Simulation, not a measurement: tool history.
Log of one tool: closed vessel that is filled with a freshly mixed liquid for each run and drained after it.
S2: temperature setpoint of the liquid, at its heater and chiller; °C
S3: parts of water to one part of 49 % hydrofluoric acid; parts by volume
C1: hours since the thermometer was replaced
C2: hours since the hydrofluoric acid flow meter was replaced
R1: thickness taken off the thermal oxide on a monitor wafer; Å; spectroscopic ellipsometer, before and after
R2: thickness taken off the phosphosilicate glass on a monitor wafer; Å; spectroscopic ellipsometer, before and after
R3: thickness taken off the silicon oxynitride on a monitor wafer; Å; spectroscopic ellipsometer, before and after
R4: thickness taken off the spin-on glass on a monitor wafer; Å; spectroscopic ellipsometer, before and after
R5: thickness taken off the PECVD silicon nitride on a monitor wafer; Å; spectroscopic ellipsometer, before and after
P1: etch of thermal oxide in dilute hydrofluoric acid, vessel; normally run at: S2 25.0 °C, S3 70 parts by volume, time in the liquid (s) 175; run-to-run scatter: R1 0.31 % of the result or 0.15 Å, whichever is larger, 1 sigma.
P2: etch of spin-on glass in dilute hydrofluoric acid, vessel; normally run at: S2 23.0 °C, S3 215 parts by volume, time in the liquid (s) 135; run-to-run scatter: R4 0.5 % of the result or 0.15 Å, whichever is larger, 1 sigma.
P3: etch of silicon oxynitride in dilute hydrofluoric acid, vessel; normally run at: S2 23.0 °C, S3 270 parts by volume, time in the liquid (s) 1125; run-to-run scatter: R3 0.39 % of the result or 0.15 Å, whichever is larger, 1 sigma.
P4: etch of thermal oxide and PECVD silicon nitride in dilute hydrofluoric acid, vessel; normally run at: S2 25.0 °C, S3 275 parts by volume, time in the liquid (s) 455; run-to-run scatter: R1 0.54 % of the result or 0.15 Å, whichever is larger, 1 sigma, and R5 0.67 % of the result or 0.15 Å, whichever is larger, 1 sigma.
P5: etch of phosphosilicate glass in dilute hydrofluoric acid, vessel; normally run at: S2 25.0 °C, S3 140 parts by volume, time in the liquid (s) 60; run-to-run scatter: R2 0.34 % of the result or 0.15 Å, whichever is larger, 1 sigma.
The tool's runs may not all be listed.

{"run": 1, "hour": 15.3, "process that ran": "P1", "S2": 25.0, "S3": 70, "time in the liquid (s)": 175, "C1": 1328.3, "C2": 355.0, "R1": 127.15}
{"run": 2, "hour": 24.4, "process that ran": "P5", "S2": 25.0, "S3": 140, "time in the liquid (s)": 60, "C1": 1337.4, "C2": 364.1, "R2": 390.68}
{"run": 3, "hour": 38.7, "process that ran": "P1", "S2": 25.0, "S3": 70, "time in the liquid (s)": 45, "C1": 1351.7, "C2": 378.4, "R1": 32.566}
{"run": 4, "hour": 47.8, "process that ran": "P1", "S2": 25.0, "S3": 70, "time in the liquid (s)": 175, "C1": 1360.8, "C2": 387.5, "R1": 127.94}
{"run": 5, "hour": 64.1, "process that ran": "P3", "S2": 17.0, "S3": 270, "time in the liquid (s)": 1125, "C1": 1377.1, "C2": 403.8, "R3": 96.161}
{"run": 6, "hour": 74.4, "process that ran": "P1", "S2": 25.0, "S3": 70, "time in the liquid (s)": 175, "C1": 1387.4, "C2": 414.1, "R1": 127.64}
{"run": 7, "hour": 86.7, "process that ran": "P5", "S2": 25.0, "S3": 140, "time in the liquid (s)": 60, "C1": 1399.7, "C2": 426.4, "R2": 391.4}
{"run": 8, "hour": 99.1, "process that ran": "P3", "S2": 23.0, "S3": 270, "time in the liquid (s)": 210, "C1": 1412.1, "C2": 438.8, "R3": 23.628}
{"run": 9, "hour": 117.0, "process that ran": "P2", "S2": 23.0, "S3": 215, "time in the liquid (s)": 210, "C1": 1430.0, "C2": 456.7, "R4": 291.39}
{"run": 10, "hour": 129.4, "process that ran": "P1", "S2": 25.0, "S3": 70, "time in the liquid (s)": 270, "C1": 1442.4, "C2": 469.1, "R1": 196.16}
{"run": 11, "hour": 145.5, "process that ran": "P2", "S2": 23.0, "S3": 65, "time in the liquid (s)": 135, "C1": 1458.5, "C2": 485.2, "R4": 732.66}
{"run": 12, "hour": 155.1, "process that ran": "P3", "S2": 23.0, "S3": 480, "time in the liquid (s)": 1125, "C1": 1468.1, "C2": 494.8, "R3": 62.638}
{"run": 13, "hour": 172.4, "process that ran": "P4", "S2": 25.0, "S3": 275, "time in the liquid (s)": 455, "C1": 1485.4, "C2": 512.1, "R1": 65.078, "R5": 29.987}
{"run": 14, "hour": 187.9, "process that ran": "P1", "S2": 19.0, "S3": 70, "time in the liquid (s)": 175, "C1": 1500.9, "C2": 527.6, "R1": 99.146}
{"run": 15, "hour": 202.1, "process that ran": "P5", "S2": 17.0, "S3": 140, "time in the liquid (s)": 60, "C1": 1515.1, "C2": 541.8, "R2": 285.56}
{"run": 16, "hour": 219.5, "process that ran": "P2", "S2": 19.0, "S3": 215, "time in the liquid (s)": 135, "C1": 1532.5, "C2": 559.2, "R4": 159.58}
{"run": 17, "hour": 228.0, "process that ran": "P2", "S2": 23.0, "S3": 215, "time in the liquid (s)": 135, "C1": 1541.0, "C2": 567.7, "R4": 187.33}
{"run": 18, "hour": 243.6, "process that ran": "P1", "S2": 28.5, "S3": 70, "time in the liquid (s)": 175, "C1": 1556.6, "C2": 583.3, "R1": 146.53}
{"run": 19, "hour": 259.7, "process that ran": "P1", "S2": 25.0, "S3": 70, "time in the liquid (s)": 175, "C1": 1572.7, "C2": 599.4, "R1": 126.74}
{"run": 20, "hour": 269.3, "process that ran": "P3", "S2": 23.0, "S3": 270, "time in the liquid (s)": 1125, "C1": 1582.3, "C2": 609.0, "R3": 126.33}
{"run": 21, "hour": 287.5, "process that ran": "P1", "S2": 25.0, "S3": 120, "time in the liquid (s)": 175, "C1": 1600.5, "C2": 627.2, "R1": 70.126}
{"run": 22, "hour": 299.1, "process that ran": "P2", "S2": 23.0, "S3": 215, "time in the liquid (s)": 135, "C1": 1612.1, "C2": 638.8, "R4": 186.41}
{"run": 23, "hour": 309.7, "process that ran": "P5", "S2": 25.0, "S3": 140, "time in the liquid (s)": 30, "C1": 1622.7, "C2": 649.4, "R2": 195.13}
{"hour": 311.4, "done": "thermometer replaced"}
{"run": 24, "hour": 319.2, "process that ran": "P4", "S2": 17.0, "S3": 275, "time in the liquid (s)": 455, "C1": 7.8, "C2": 658.9, "R1": 49.121, "R5": 18.406}
{"run": 25, "hour": 328.5, "process that ran": "P1", "S2": 25.0, "S3": 25, "time in the liquid (s)": 30, "C1": 17.1, "C2": 668.2, "R1": 64.429}
{"run": 26, "hour": 345.4, "process that ran": "P5", "S2": 25.0, "S3": 200, "time in the liquid (s)": 60, "C1": 34.0, "C2": 685.1, "R2": 255.86}
{"run": 27, "hour": 357.2, "process that ran": "P4", "S2": 25.0, "S3": 450, "time in the liquid (s)": 455, "C1": 45.8, "C2": 696.9, "R1": 34.187, "R5": 18.414}
{"run": 28, "hour": 371.0, "process that ran": "P1", "S2": 17.5, "S3": 70, "time in the liquid (s)": 280, "C1": 59.6, "C2": 710.7, "R1": 149.67}
{"run": 29, "hour": 386.5, "process that ran": "P1", "S2": 25.0, "S3": 45, "time in the liquid (s)": 175, "C1": 75.1, "C2": 726.2, "R1": 205.58}
{"run": 30, "hour": 396.0, "process that ran": "P1", "S2": 25.0, "S3": 70, "time in the liquid (s)": 175, "C1": 84.6, "C2": 735.7, "R1": 127.35}
{"run": 31, "hour": 407.3, "process that ran": "P4", "S2": 25.0, "S3": 275, "time in the liquid (s)": 140, "C1": 95.9, "C2": 747.0, "R1": 20.152, "R5": 8.8729}
{"run": 32, "hour": 420.8, "process that ran": "P1", "S2": 25.0, "S3": 70, "time in the liquid (s)": 175, "C1": 109.4, "C2": 760.5, "R1": 127.52}
{"run": 33, "hour": 440.0, "process that ran": "P1", "S2": 25.0, "S3": 70, "time in the liquid (s)": 175, "C1": 128.6, "C2": 779.7, "R1": 134.34}
{"run": 34, "hour": 455.4, "process that ran": "P1", "S2": 25.0, "S3": 70, "time in the liquid (s)": 175, "C1": 144.0, "C2": 795.1, "R1": 136.6}
{"run": 35, "hour": 464.4, "process that ran": "P1", "S2": 25.0, "S3": 70, "time in the liquid (s)": 175, "C1": 153.0, "C2": 804.1, "R1": 136.82}
{"run": 36, "hour": 480.8, "process that ran": "P1", "S2": 25.0, "S3": 70, "time in the liquid (s)": 175, "C1": 169.4, "C2": 820.5, "R1": 138.38}
{"run": 37, "hour": 489.6, "process that ran": "P1", "S2": 25.0, "S3": 70, "time in the liquid (s)": 175, "C1": 178.2, "C2": 829.3, "R1": 137.98}
{"run": 38, "hour": 503.9, "process that ran": "P1", "S2": 25.0, "S3": 70, "time in the liquid (s)": 175, "C1": 192.5, "C2": 843.6, "R1": 138.37}

What P1 gives has crept away from where it was. These 2 causes fit the log equally well, each at the size given:
A: hydrofluoric acid flow above the setpoint (%) = 7.83
B: liquid hotter than its thermometer reads (K) = 2.07
The creep began at about hour 420.8.

4 check runs are offered, each on 3 wafers whose results are averaged, their results left as question marks. Which one tells the causes apart?
{"run": "check 1", "hour": 518.2, "process that ran": "P2", "S2": 23.0, "S3": 120, "time in the liquid (s)": 190, "R4": "?"}
{"run": "check 2", "hour": 518.2, "process that ran": "P3", "S2": 23.0, "S3": 445, "time in the liquid (s)": 250, "R3": "?"}
{"run": "check 3", "hour": 518.2, "process that ran": "P5", "S2": 20.0, "S3": 140, "time in the liquid (s)": 35, "R2": "?"}
{"run": "check 4", "hour": 518.2, "process that ran": "P4", "S2": 18.5, "S3": 450, "time in the liquid (s)": 455, "R1": "?", "R5": "?"}

What each check would give under each cause:
check=check_1 result=R4 if_A=567.91 if_B=565.21
check=check_2 result=R3 if_A=16.816 if_B=16.607
check=check_3 result=R2 if_A=204.72 if_B=203.87
check=check_4 result=R1 if_A=30.262 if_B=29.356
check=check_4 result=R5 if_A=13.3730 if_B=14.1270
How far apart the two closest causes lie, in the result that separates them most: check 1 0.48 %; check 2 1.25 %; check 3 0.42 %; check 4 5.49 %
Only check 4 tells the causes apart: in the others they would give nearly the same result.

Then check 4 was run and gave: R1 30.324 Å; R5 13.3670 Å. Which cause is it?

It is A: hydrofluoric acid flow above the setpoint (%).
